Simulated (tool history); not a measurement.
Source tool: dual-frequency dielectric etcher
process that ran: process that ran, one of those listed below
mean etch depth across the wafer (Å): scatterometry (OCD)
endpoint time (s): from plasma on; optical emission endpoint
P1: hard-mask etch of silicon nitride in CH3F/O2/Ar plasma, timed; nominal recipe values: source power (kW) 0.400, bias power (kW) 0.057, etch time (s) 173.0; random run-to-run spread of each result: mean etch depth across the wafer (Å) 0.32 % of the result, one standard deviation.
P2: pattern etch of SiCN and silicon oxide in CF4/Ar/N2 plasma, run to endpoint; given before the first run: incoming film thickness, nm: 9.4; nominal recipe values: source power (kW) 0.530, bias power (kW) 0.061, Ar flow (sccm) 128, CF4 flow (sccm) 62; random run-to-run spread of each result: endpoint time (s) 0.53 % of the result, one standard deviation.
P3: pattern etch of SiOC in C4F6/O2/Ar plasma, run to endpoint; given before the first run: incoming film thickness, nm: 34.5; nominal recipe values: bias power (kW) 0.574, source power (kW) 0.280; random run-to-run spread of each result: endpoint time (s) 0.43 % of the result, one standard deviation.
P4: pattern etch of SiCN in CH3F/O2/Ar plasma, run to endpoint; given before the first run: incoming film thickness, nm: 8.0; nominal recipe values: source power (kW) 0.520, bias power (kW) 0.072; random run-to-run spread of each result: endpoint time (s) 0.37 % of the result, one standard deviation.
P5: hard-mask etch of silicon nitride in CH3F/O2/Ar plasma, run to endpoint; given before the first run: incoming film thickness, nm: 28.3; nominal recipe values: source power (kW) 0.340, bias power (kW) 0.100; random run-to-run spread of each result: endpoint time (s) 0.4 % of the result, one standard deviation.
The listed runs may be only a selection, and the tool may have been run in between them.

run   hour  process that ran  source power (kW)  bias power (kW)  etch time (s)  Ar flow (sccm)  CF4 flow (sccm)  hours since the last wet clean  hours since the last source power generator calibration  hours since the last bias power generator calibration  mean etch depth across the wafer (Å)  endpoint time (s)
  1   12.2                P1              0.400            0.057          173.0                                                            204.7                                                   1475.4                                                  513.2                               1136.00
  2   25.4                P1              0.400            0.057          173.0                                                            217.9                                                   1488.6                                                  526.4                               1137.10
  3   35.7                P5              0.340            0.134                                                                           228.2                                                   1498.9                                                  536.7                                                   34.350
  4   49.3                P5              0.440            0.100                                                                           241.8                                                   1512.5                                                  550.3                                                   34.886
  5   63.3                P1              0.400            0.045          137.5                                                            255.8                                                   1526.5                                                  564.3                                840.04
  6   79.3                P2              0.530            0.061                            128               62                           271.8                                                   1542.5                                                  580.3                                                   10.798
  7   95.1                P3              0.190            0.574                                                                           287.6                                                   1558.3                                                  596.1                                                   14.433
  8  109.0                P2              0.330            0.061                            128               62                           301.5                                                   1572.2                                                  610.0                                                   16.370
  9  117.7                P1              0.400            0.057          173.0                                                            310.2                                                   1580.9                                                  618.7                               1129.80
 10  128.8                P1              0.400            0.057          219.5                                                            321.3                                                   1592.0                                                  629.8                               1445.50
 11  140.6                P1              0.280            0.038          173.0                                                            333.1                                                   1603.8                                                  641.6                                869.80
 12  154.3                P1              0.310            0.057          173.0                                                            346.8                                                   1617.5                                                  655.3                               1026.90
     160.9  -- bias power generator calibrated
 13  163.2                P5              0.340            0.100                                                                           355.7                                                   1626.4                                                    2.4                                                   38.101
 14  178.2                P1              0.400            0.057          173.0                                                            370.7                                                   1641.4                                                   17.4                               1141.00
 15  187.3                P5              0.340            0.100                                                                           379.8                                                   1650.5                                                   26.5                                                   38.053
 16  198.9                P2              0.530            0.061                             84               62                           391.4                                                   1662.1                                                   38.1                                                   10.086
 17  210.5                P1              0.400            0.057          103.0                                                            403.0                                                   1673.7                                                   49.7                                677.24
 18  225.7                P2              0.530            0.043                            128               62                           418.2                                                   1688.9                                                   64.9                                                   12.112
 19  242.0                P4              0.520            0.043                                                                           434.5                                                   1705.2                                                   81.2                                                   22.435
 20  255.8                P3              0.280            0.466                                                                           448.3                                                   1719.0                                                   95.0                                                   13.578
 21  269.3                P1              0.400            0.037          173.0                                                            461.8                                                   1732.5                                                  108.5                                996.10
 22  285.0                P4              0.670            0.072                                                                           477.5                                                   1748.2                                                  124.2                                                   17.280
 23  293.5                P4              0.520            0.072                                                                           486.0                                                   1756.7                                                  132.7                                                   19.014
 24  306.8                P4              0.520            0.072                                                                           499.3                                                   1770.0                                                  146.0                                                   19.033
 25  316.4                P3              0.280            0.574                                                                           508.9                                                   1779.6                                                  155.6                                                   12.613
 26  329.6                P1              0.400            0.057          173.0                                                            522.1                                                   1792.8                                                  168.8                               1140.00
 27  344.2                P1              0.400            0.080          173.0                                                            536.7                                                   1807.4                                                  183.4                               1275.50
 28  354.7                P1              0.560            0.057          173.0                                                            547.2                                                   1817.9                                                  193.9                               1294.50
 29  370.0                P2              0.530            0.061                            128               43                           562.5                                                   1833.2                                                  209.2                                                   11.595
 30  381.7                P1              0.400            0.057          173.0                                                            574.2                                                   1844.9                                                  220.9                               1135.10
 31  388.9                P1              0.400            0.057          173.0                                                            581.4                                                   1852.1                                                  228.1                               1141.30
 32  399.4                P1              0.400            0.057          173.0                                                            591.9                                                   1862.6                                                  238.6                               1143.90
 33  409.4                P1              0.400            0.057          173.0                                                            601.9                                                   1872.6                                                  248.6                               1146.00
 34  417.0                P1              0.400            0.057          173.0                                                            609.5                                                   1880.2                                                  256.2                               1156.70
     426.4  -- wet clean of the chamber
 35  426.9                P1              0.400            0.057          173.0                                                              0.5                                                   1890.1                                                  266.1                               1153.30
 36  434.8                P1              0.400            0.057          173.0                                                              8.4                                                   1898.0                                                  274.0                               1154.10
 37  447.2                P1              0.400            0.057          173.0                                                             20.8                                                   1910.4                                                  286.4                               1147.70
 38  461.5                P1              0.400            0.057          173.0                                                             35.1                                                   1924.7                                                  300.7                               1157.10

P1 no longer gives what it gave before; its output has crept away from where it was. The following 2 causes, each at its listed size, fit the log equally well:
A: bias power that arrives over what is set, % = 4.99
B: source power that arrives over what is set, % = 4.21
Creep in the process output first set in at about hour 381.7.
Each remaining cause and why it is not a fit:
chamber walls in a state that raises the etch rate, %: work on it at hour 426.4, done after the drift set in, did not restore what the process gave before

Each of the check runs listed below is run on 3 wafers and reports their average, with the results left as question marks. Pick the one under which the possible causes would lead to clearly different results.
check 1  475.8                P2              0.530            0.048                            109               62                                                                                                                                                                                                        ?
check 2  475.8                P3              0.240            0.574                                                                                                                                                                                                                                                        ?
check 3  475.8                P4              0.520            0.058                                                                                                                                                                                                                                                        ?
check 4  475.8                P5              0.420            0.100                                                                                                                                                                                                                                                        ?

What each check would give under each cause:
  check             result    if A    if B
check 1  endpoint time (s)  11.141  10.905
check 2  endpoint time (s)  13.092  13.144
check 3  endpoint time (s)  20.168  20.173
check 4  endpoint time (s)  34.548  34.636
Per-check spread between the two closest causes, in the result where they differ most: check 1 2.14 %; check 2 0.4 %; check 3 0.03 %; check 4 0.25 %
Check 1 distinguishes between the causes, while the remaining checks would return nearly the same result for all of them.

Check 1 has now been run. It gave: endpoint time (s) 10.909. Which of the candidate causes is it?

The cause is B: source power that arrives over what is set, %.
